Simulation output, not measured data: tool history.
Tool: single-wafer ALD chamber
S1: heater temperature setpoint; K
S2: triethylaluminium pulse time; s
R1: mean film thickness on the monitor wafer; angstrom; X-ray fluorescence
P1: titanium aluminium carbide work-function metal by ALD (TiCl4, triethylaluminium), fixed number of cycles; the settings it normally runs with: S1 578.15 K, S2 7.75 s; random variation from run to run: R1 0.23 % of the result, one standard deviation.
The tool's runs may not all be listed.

run	hour	S1	S2	R1
1	7.9	578.15	7.75	20.106
2	12.7	566.15	11.78	20.210
3	21.3	603.15	7.75	22.256
4	28.9	578.15	7.75	20.143
# hour 34.6: thermocouple changed; heater temperature recalibrated
5	36.1	578.15	7.75	20.092
6	44.9	578.15	7.75	20.099
7	53.6	555.15	7.75	18.106
8	58.9	578.15	12.30	21.279
9	67.9	578.15	2.72	13.152
10	73.9	578.15	7.75	20.129
11	81.6	562.15	5.53	17.123
12	86.5	578.15	7.75	20.100
13	91.8	578.15	7.75	20.049
14	97.2	578.15	7.75	19.918
15	104.4	578.15	7.75	19.801
16	112.3	578.15	7.75	19.676
17	121.3	578.15	7.75	19.669
18	129.5	578.15	7.75	19.655
19	137.3	578.15	7.75	19.529
20	143.4	578.15	7.75	19.597

Compared with where it was, what P1 gives has crept away. Each cause listed below fits the log as well as the rest, at the size given for it:
A: triethylaluminium dose below that of a fresh bottle (%) = 10.9
B: wafer temperature below the value expected at the setpoint (K) = 5.87
The drift started at roughly hour 91.8.

Each of the 4 check runs below uses one wafer; its results are left as question marks. Which run tells the causes apart?
check 1	149.5	600.15	3.90	?
check 2	149.5	589.15	7.75	?
check 3	149.5	556.15	7.75	?
check 4	149.5	596.15	7.75	?

Expected result of each check under each candidate cause:
check	result	if A	if B
check 1	R1	16.510	17.077
check 2	R1	20.527	20.548
check 3	R1	17.778	17.744
check 4	R1	21.119	21.153
Minimum pairwise separation of causes per check, each pair taken at its best-separating result: check 1 3.38 %; check 2 0.1 %; check 3 0.2 %; check 4 0.16 %
Only check 1 tells the causes apart: in the others they would give nearly the same result.

Check 1 was carried out, with these results: R1 16.441 angstrom. Which of the listed causes is responsible?

The cause is A: triethylaluminium dose below that of a fresh bottle (%).
